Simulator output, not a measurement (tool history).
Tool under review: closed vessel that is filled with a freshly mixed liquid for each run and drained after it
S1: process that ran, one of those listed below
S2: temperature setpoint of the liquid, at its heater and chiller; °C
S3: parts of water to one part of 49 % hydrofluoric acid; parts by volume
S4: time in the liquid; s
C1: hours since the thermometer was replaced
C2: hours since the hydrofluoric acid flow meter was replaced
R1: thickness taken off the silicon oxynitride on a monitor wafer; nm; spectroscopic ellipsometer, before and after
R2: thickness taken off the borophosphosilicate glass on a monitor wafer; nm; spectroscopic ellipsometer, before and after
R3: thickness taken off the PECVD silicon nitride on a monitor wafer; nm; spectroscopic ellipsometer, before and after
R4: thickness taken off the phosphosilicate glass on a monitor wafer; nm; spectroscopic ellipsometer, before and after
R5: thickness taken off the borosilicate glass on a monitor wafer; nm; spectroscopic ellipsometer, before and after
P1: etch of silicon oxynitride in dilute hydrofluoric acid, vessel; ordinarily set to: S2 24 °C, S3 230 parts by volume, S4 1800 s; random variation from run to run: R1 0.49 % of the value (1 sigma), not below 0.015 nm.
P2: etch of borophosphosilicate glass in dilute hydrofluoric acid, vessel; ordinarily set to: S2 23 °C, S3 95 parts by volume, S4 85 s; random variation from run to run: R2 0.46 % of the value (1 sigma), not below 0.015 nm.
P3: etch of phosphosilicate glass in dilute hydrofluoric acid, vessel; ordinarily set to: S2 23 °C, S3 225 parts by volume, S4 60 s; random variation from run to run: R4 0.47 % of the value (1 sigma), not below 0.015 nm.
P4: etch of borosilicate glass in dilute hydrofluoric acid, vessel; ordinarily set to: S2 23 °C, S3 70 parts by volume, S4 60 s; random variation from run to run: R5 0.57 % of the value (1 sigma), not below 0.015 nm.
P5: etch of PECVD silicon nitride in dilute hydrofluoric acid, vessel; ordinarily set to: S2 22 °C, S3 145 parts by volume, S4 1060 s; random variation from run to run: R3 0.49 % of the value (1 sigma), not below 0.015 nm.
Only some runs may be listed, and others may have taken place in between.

| run | hour | S1 | S2 | S3 | S4 | C1 | C2 | R1 | R2 | R3 | R4 | R5 |
|---|---|---|---|---|---|---|---|---|---|---|---|---|
| 1 | 7.6 | P1 | 24 | 230 | 1800 | 152.5 | 690.1 | 31.238 |  |  |  |  |
| 2 | 24.5 | P2 | 23 | 170 | 85 | 169.4 | 707 |  | 13.31 |  |  |  |
| 3 | 38.6 | P2 | 23 | 95 | 85 | 183.5 | 721.1 |  | 25.91 |  |  |  |
| 4 | 47.9 | P1 | 24 | 420 | 1800 | 192.8 | 730.4 | 15.059 |  |  |  |  |
| 5 | 56.2 | P5 | 26.5 | 145 | 1060 | 201.1 | 738.7 |  |  | 17.679 |  |  |
| 6 | 71.3 | P3 | 23 | 225 | 30 | 216.2 | 753.8 |  |  |  | 11.038 |  |
| 7 | 83.9 | P2 | 31 | 95 | 85 | 228.8 | 766.4 |  | 35.424 |  |  |  |
| 8 | 97.8 | P5 | 22 | 30 | 1060 | 242.7 | 780.3 |  |  | 62.4 |  |  |
| 9 | 113.7 | P1 | 17 | 230 | 1800 | 258.6 | 796.2 | 22.774 |  |  |  |  |
| 10 | 127.8 | P5 | 22 | 145 | 1060 | 272.7 | 810.3 |  |  | 13.209 |  |  |
| 11 | 142.5 | P4 | 23 | 105 | 60 | 287.4 | 825 |  |  |  |  | 11.06 |
| 12 | 152.4 | P3 | 23 | 225 | 60 | 297.3 | 834.9 |  |  |  | 22.089 |  |
|  | 155.5 | thermometer replaced |
| 13 | 165.8 | P1 | 24 | 230 | 1800 | 10.4 | 848.3 | 31.767 |  |  |  |  |
| 14 | 174.6 | P1 | 28.5 | 230 | 1800 | 19.2 | 857.1 | 38.383 |  |  |  |  |
| 15 | 182.9 | P1 | 24 | 230 | 1800 | 27.5 | 865.4 | 31.509 |  |  |  |  |
| 16 | 190.8 | P4 | 23 | 70 | 60 | 35.4 | 873.3 |  |  |  |  | 17.128 |
| 17 | 207.5 | P4 | 23 | 70 | 30 | 52.1 | 890 |  |  |  |  | 8.6634 |
| 18 | 224.4 | P3 | 23 | 225 | 60 | 69 | 906.9 |  |  |  | 21.802 |  |
| 19 | 239.4 | P1 | 24 | 230 | 85 | 84 | 921.9 | 1.4871 |  |  |  |  |
| 20 | 253.6 | P1 | 24 | 100 | 1800 | 98.2 | 936.1 | 80.44 |  |  |  |  |
| 21 | 266.3 | P3 | 17 | 225 | 60 | 110.9 | 948.8 |  |  |  | 17.553 |  |
| 22 | 277.4 | P3 | 23 | 80 | 60 | 122 | 959.9 |  |  |  | 72.196 |  |
| 23 | 292.2 | P1 | 24 | 230 | 3515 | 136.8 | 974.7 | 61.497 |  |  |  |  |
| 24 | 306.5 | P4 | 30 | 70 | 60 | 151.1 | 989 |  |  |  |  | 22.828 |
| 25 | 323 | P5 | 22 | 145 | 565 | 167.6 | 1005.5 |  |  | 7.069 |  |  |
| 26 | 333.7 | P2 | 23 | 95 | 160 | 178.3 | 1016.2 |  | 48.887 |  |  |  |
| 27 | 350.2 | P1 | 28 | 230 | 3220 | 194.8 | 1032.7 | 67.517 |  |  |  |  |
| 28 | 358.6 | P1 | 24 | 230 | 1800 | 203.2 | 1041.1 | 31.501 |  |  |  |  |
| 29 | 367.9 | P1 | 24 | 230 | 1800 | 212.5 | 1050.4 | 31.645 |  |  |  |  |
| 30 | 377.2 | P1 | 24 | 230 | 1800 | 221.8 | 1059.7 | 32.411 |  |  |  |  |
| 31 | 390 | P1 | 24 | 230 | 1800 | 234.6 | 1072.5 | 32.797 |  |  |  |  |
| 32 | 401.9 | P1 | 24 | 230 | 1800 | 246.5 | 1084.4 | 33.46 |  |  |  |  |
| 33 | 414.7 | P1 | 24 | 230 | 1800 | 259.3 | 1097.2 | 33.638 |  |  |  |  |
| 34 | 427.4 | P1 | 24 | 230 | 1800 | 272 | 1109.9 | 33.711 |  |  |  |  |
| 35 | 439.8 | P1 | 24 | 230 | 1800 | 284.4 | 1122.3 | 33.956 |  |  |  |  |
| 36 | 452.3 | P1 | 24 | 230 | 1800 | 296.9 | 1134.8 | 34.206 |  |  |  |  |
| 37 | 468.6 | P1 | 24 | 230 | 1800 | 313.2 | 1151.1 | 34.327 |  |  |  |  |
| 38 | 484.4 | P1 | 24 | 230 | 1800 | 329 | 1166.9 | 34.008 |  |  |  |  |

The log shows P1 creeping away from where it was. Any of the 2 causes listed here, at the size stated for it, fits the log just as well as the others:
A: liquid hotter than its thermometer reads (K) = 1.75
B: hydrofluoric acid flow above the setpoint (%) = 6.76
Creep in the process output first set in at about hour 367.9.

The check runs listed below each take one wafer, and their results are still question marks. Under which run would the listed causes lead to clearly different results?
| check 1 | 500.2 | P2 | 23 | 160 | 155 |  |  |  | ? |  |  |  |
| check 2 | 500.2 | P4 | 30 | 70 | 30 |  |  |  |  |  |  | ? |
| check 3 | 500.2 | P5 | 22 | 50 | 605 |  |  |  |  | ? |  |  |
| check 4 | 500.2 | P3 | 17 | 225 | 30 |  |  |  |  |  | ? |  |

How each check would come out, cause by cause:
| check | result | if A | if B |
|---|---|---|---|
| check 1 | R2 | 27.807 | 28.09 |
| check 2 | R5 | 12.196 | 12.258 |
| check 3 | R3 | 24.219 | 22.92 |
| check 4 | R4 | 9.3633 | 9.4576 |
Gap, in per cent, between the two causes that each check separates least, read from the result that separates them most: check 1 1.01 %; check 2 0.51 %; check 3 5.51 %; check 4 1 %
Check 3 tells the causes apart: in the others they would give nearly the same result.

Running check 3 produced the following: R3 22.936 nm. Which one of the listed causes fits?

It was cause B: hydrofluoric acid flow above the setpoint (%).
